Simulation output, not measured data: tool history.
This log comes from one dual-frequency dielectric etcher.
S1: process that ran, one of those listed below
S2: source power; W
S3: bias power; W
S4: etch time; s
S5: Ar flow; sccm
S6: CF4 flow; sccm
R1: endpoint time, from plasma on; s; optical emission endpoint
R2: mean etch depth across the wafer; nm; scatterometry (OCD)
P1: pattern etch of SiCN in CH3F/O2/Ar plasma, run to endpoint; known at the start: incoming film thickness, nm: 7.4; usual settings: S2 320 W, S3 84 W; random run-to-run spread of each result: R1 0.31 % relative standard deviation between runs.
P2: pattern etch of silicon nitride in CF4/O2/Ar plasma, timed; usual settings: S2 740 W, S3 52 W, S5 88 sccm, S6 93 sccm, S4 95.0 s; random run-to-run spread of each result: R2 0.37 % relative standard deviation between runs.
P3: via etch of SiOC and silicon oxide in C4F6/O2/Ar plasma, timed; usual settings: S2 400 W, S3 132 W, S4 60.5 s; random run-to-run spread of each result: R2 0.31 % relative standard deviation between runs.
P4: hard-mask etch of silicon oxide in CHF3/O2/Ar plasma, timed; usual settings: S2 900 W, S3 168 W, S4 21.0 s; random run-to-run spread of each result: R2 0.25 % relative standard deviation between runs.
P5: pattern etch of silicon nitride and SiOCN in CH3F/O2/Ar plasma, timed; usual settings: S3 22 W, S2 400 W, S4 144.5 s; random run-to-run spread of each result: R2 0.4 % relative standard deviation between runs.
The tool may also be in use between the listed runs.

run	hour	S1	S2	S3	S4	S5	S6	R1	R2
1	12.4	P1	320	84				20.354	
2	21.4	P1	260	84				21.973	
3	32.9	P4	900	168	12.5				27.715
4	46.7	P5	400	30	144.5				22.200
5	57.4	P2	740	66	95.0	88	93		289.330
6	67.9	P4	900	220	21.0				50.788
7	75.3	P5	400	22	144.5				19.380
8	84.9	P2	740	52	140.5	88	93		391.510
9	98.1	P5	400	22	144.5				19.385
10	112.3	P5	400	22	102.0				13.701
11	124.2	P2	740	52	95.0	88	93		264.150
12	138.2	P2	550	52	95.0	88	93		202.830
13	152.8	P2	740	52	95.0	116	93		255.030
14	161.0	P1	320	84				20.311	
15	174.9	P1	400	70				19.808	
16	189.0	P3	400	132	60.5				62.232
17	202.1	P1	410	113				16.566	
18	211.7	P3	400	132	35.0				35.970
19	219.5	P1	420	84				18.362	
20	229.5	P5	260	22	144.5				16.744

For run 21, what comes out?
21	243.6	P4	650	168	21.0				?

{"run 21": {"R2": 41.109}}

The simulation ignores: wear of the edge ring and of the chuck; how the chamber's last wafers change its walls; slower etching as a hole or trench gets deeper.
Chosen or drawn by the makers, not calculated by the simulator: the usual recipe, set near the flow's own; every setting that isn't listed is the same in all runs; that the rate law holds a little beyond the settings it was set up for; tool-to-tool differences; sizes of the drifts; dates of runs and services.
